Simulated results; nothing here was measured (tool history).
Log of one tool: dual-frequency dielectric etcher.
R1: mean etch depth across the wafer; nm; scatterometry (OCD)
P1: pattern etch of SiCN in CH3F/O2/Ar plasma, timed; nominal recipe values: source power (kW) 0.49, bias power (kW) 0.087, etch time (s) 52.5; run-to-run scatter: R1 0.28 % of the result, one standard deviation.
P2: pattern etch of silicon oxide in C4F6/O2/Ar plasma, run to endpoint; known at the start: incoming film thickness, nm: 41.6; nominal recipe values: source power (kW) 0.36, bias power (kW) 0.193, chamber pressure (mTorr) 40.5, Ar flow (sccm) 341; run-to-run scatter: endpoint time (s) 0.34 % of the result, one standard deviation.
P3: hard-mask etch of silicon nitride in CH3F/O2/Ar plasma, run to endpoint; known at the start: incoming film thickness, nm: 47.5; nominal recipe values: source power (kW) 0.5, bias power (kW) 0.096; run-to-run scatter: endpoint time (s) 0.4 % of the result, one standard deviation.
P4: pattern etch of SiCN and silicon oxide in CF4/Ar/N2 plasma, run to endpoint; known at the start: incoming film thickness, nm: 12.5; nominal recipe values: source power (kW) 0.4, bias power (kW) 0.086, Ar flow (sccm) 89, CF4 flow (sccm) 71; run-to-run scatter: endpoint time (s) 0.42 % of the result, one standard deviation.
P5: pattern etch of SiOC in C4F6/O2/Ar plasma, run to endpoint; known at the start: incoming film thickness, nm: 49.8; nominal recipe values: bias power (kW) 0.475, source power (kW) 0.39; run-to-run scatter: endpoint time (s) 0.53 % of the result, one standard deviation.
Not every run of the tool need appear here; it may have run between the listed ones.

run 1 day=0.412 | process_that_ran=P1 source_power_(kW)=0.49 bias_power_(kW)=0.087 etch_time_(s)=52.5 | R1=23.592
run 2 day=1.188 | process_that_ran=P4 source_power_(kW)=0.4 bias_power_(kW)=0.086 Ar_flow_(sccm)=89 CF4_flow_(sccm)=71 | endpoint_time_(s)=14.866
run 3 day=1.875 | process_that_ran=P1 source_power_(kW)=0.49 bias_power_(kW)=0.087 etch_time_(s)=52.5 | R1=23.62
run 4 day=2.55 | process_that_ran=P5 source_power_(kW)=0.39 bias_power_(kW)=0.475 | endpoint_time_(s)=16.923
run 5 day=2.967 | process_that_ran=P5 source_power_(kW)=0.39 bias_power_(kW)=0.608 | endpoint_time_(s)=15.671
run 6 day=3.725 | process_that_ran=P1 source_power_(kW)=0.67 bias_power_(kW)=0.087 etch_time_(s)=73 | R1=36.946
run 7 day=4.208 | process_that_ran=P1 source_power_(kW)=0.49 bias_power_(kW)=0.061 etch_time_(s)=52.5 | R1=20.909
run 8 day=4.592 | process_that_ran=P2 source_power_(kW)=0.36 bias_power_(kW)=0.193 Ar_flow_(sccm)=341 chamber_pressure_(mTorr)=28 | endpoint_time_(s)=14.008
run 9 day=5.183 | process_that_ran=P5 source_power_(kW)=0.23 bias_power_(kW)=0.475 | endpoint_time_(s)=20.682
run 10 day=5.954 | process_that_ran=P1 source_power_(kW)=0.49 bias_power_(kW)=0.087 etch_time_(s)=52.5 | R1=23.669
run 11 day=6.421 | process_that_ran=P1 source_power_(kW)=0.69 bias_power_(kW)=0.087 etch_time_(s)=52.5 | R1=26.867
run 12 day=7.162 | process_that_ran=P2 source_power_(kW)=0.36 bias_power_(kW)=0.115 Ar_flow_(sccm)=341 chamber_pressure_(mTorr)=40.5 | endpoint_time_(s)=17.242
run 13 day=7.821 | process_that_ran=P2 source_power_(kW)=0.36 bias_power_(kW)=0.193 Ar_flow_(sccm)=341 chamber_pressure_(mTorr)=40.5 | endpoint_time_(s)=14.631
run 14 day=8.542 | process_that_ran=P1 source_power_(kW)=0.49 bias_power_(kW)=0.087 etch_time_(s)=52.5 | R1=23.571
run 15 day=9.121 | process_that_ran=P4 source_power_(kW)=0.4 bias_power_(kW)=0.122 Ar_flow_(sccm)=89 CF4_flow_(sccm)=71 | endpoint_time_(s)=13.019
run 16 day=9.675 | process_that_ran=P3 source_power_(kW)=0.5 bias_power_(kW)=0.075 | endpoint_time_(s)=60.668
run 17 day=10.1 | process_that_ran=P2 source_power_(kW)=0.46 bias_power_(kW)=0.193 Ar_flow_(sccm)=341 chamber_pressure_(mTorr)=40.5 | endpoint_time_(s)=13.351
run 18 day=10.8 | process_that_ran=P1 source_power_(kW)=0.49 bias_power_(kW)=0.113 etch_time_(s)=52.5 | R1=25.962
run 19 day=11.583 | process_that_ran=P3 source_power_(kW)=0.5 bias_power_(kW)=0.096 | endpoint_time_(s)=55.982
run 20 day=11.942 | process_that_ran=P1 source_power_(kW)=0.49 bias_power_(kW)=0.087 etch_time_(s)=70 | R1=31.533
run 21 day=12.65 | process_that_ran=P3 source_power_(kW)=0.59 bias_power_(kW)=0.096 | endpoint_time_(s)=52.794
run 22 day=13.392 | process_that_ran=P2 source_power_(kW)=0.36 bias_power_(kW)=0.193 Ar_flow_(sccm)=429 chamber_pressure_(mTorr)=40.5 | endpoint_time_(s)=15.023
run 23 day=13.954 | process_that_ran=P4 source_power_(kW)=0.25 bias_power_(kW)=0.086 Ar_flow_(sccm)=89 CF4_flow_(sccm)=71 | endpoint_time_(s)=22.416
run 24 day=14.671 | process_that_ran=P1 source_power_(kW)=0.49 bias_power_(kW)=0.087 etch_time_(s)=37 | R1=16.572
run 25 day=15.212 | process_that_ran=P1 source_power_(kW)=0.39 bias_power_(kW)=0.087 etch_time_(s)=52.5 | R1=21.692
run 26 day=15.612 | process_that_ran=P1 source_power_(kW)=0.49 bias_power_(kW)=0.117 etch_time_(s)=33.5 | R1=16.768
run 27 day=15.983 | process_that_ran=P4 source_power_(kW)=0.4 bias_power_(kW)=0.086 Ar_flow_(sccm)=89 CF4_flow_(sccm)=90 | endpoint_time_(s)=14.374
run 28 day=16.371 | process_that_ran=P1 source_power_(kW)=0.35 bias_power_(kW)=0.117 etch_time_(s)=52.5 | R1=23.297
run 29 day=16.8 | process_that_ran=P4 source_power_(kW)=0.4 bias_power_(kW)=0.086 Ar_flow_(sccm)=123 CF4_flow_(sccm)=71 | endpoint_time_(s)=15.53
run 30 day=17.271 | process_that_ran=P1 source_power_(kW)=0.49 bias_power_(kW)=0.087 etch_time_(s)=52.5 | R1=23.502
run 31 day=17.746 | process_that_ran=P1 source_power_(kW)=0.49 bias_power_(kW)=0.087 etch_time_(s)=52.5 | R1=23.569
run 32 day=18.283 | process_that_ran=P1 source_power_(kW)=0.49 bias_power_(kW)=0.087 etch_time_(s)=52.5 | R1=23.79
run 33 day=18.879 | process_that_ran=P1 source_power_(kW)=0.49 bias_power_(kW)=0.087 etch_time_(s)=52.5 | R1=23.819
run 34 day=19.267 | process_that_ran=P1 source_power_(kW)=0.49 bias_power_(kW)=0.087 etch_time_(s)=52.5 | R1=23.894
run 35 day=19.979 | process_that_ran=P1 source_power_(kW)=0.49 bias_power_(kW)=0.087 etch_time_(s)=52.5 | R1=23.805
run 36 day=20.346 | process_that_ran=P1 source_power_(kW)=0.49 bias_power_(kW)=0.087 etch_time_(s)=52.5 | R1=23.935
run 37 day=20.779 | process_that_ran=P1 source_power_(kW)=0.49 bias_power_(kW)=0.087 etch_time_(s)=52.5 | R1=23.931
run 38 day=21.462 | process_that_ran=P1 source_power_(kW)=0.49 bias_power_(kW)=0.087 etch_time_(s)=52.5 | R1=23.851
run 39 day=21.871 | process_that_ran=P1 source_power_(kW)=0.49 bias_power_(kW)=0.087 etch_time_(s)=52.5 | R1=23.916
-- day=21.954 wet clean of the chamber
run 40 day=22.538 | process_that_ran=P1 source_power_(kW)=0.49 bias_power_(kW)=0.087 etch_time_(s)=52.5 | R1=24.038
run 41 day=23.3 | process_that_ran=P1 source_power_(kW)=0.49 bias_power_(kW)=0.087 etch_time_(s)=52.5 | R1=24.067
run 42 day=23.704 | process_that_ran=P1 source_power_(kW)=0.49 bias_power_(kW)=0.087 etch_time_(s)=52.5 | R1=23.947

Something has made what P1 gives creep away from where it was; the 2 causes below, each at its own stated size, fit the log equally well:
A: bias power that arrives over what is set, % = 4.46
B: source power that arrives over what is set, % = 4.35
The creep began at about day 17.746.
All other causes, with the reason each is excluded:
chamber walls in a state that raises the etch rate, %: was serviced at day 21.954, once the creep was under way, yet the earlier output never came back

Of the 4 check runs below, each run on 2 wafers with the results averaged and each result still a question mark, which one would tell the listed causes apart?
run check 1 day=24.108 | process_that_ran=P5 source_power_(kW)=0.39 bias_power_(kW)=0.475 | endpoint_time_(s)=?
run check 2 day=24.108 | process_that_ran=P3 source_power_(kW)=0.5 bias_power_(kW)=0.096 | endpoint_time_(s)=?
run check 3 day=24.108 | process_that_ran=P2 source_power_(kW)=0.36 bias_power_(kW)=0.193 Ar_flow_(sccm)=341 chamber_pressure_(mTorr)=40.5 | endpoint_time_(s)=?
run check 4 day=24.108 | process_that_ran=P4 source_power_(kW)=0.4 bias_power_(kW)=0.086 Ar_flow_(sccm)=89 CF4_flow_(sccm)=71 | endpoint_time_(s)=?

Check results expected under each cause:
check=check_1 result=endpoint_time_(s) if_A=16.78 if_B=16.788
check=check_2 result=endpoint_time_(s) if_A=55.037 if_B=55.023
check=check_3 result=endpoint_time_(s) if_A=14.417 if_B=14.383
check=check_4 result=endpoint_time_(s) if_A=14.635 if_B=14.313
Per-check spread between the two closest causes, in the result where they differ most: check 1 0.05 %; check 2 0.03 %; check 3 0.23 %; check 4 2.23 %
Of the check runs offered, only check 4 discriminates between the causes; the rest would read about the same regardless of which cause applies.

Check 4 was carried out, with these results: endpoint time (s) 14.274. Which of the listed causes is responsible?

The cause is B: source power that arrives over what is set, %.
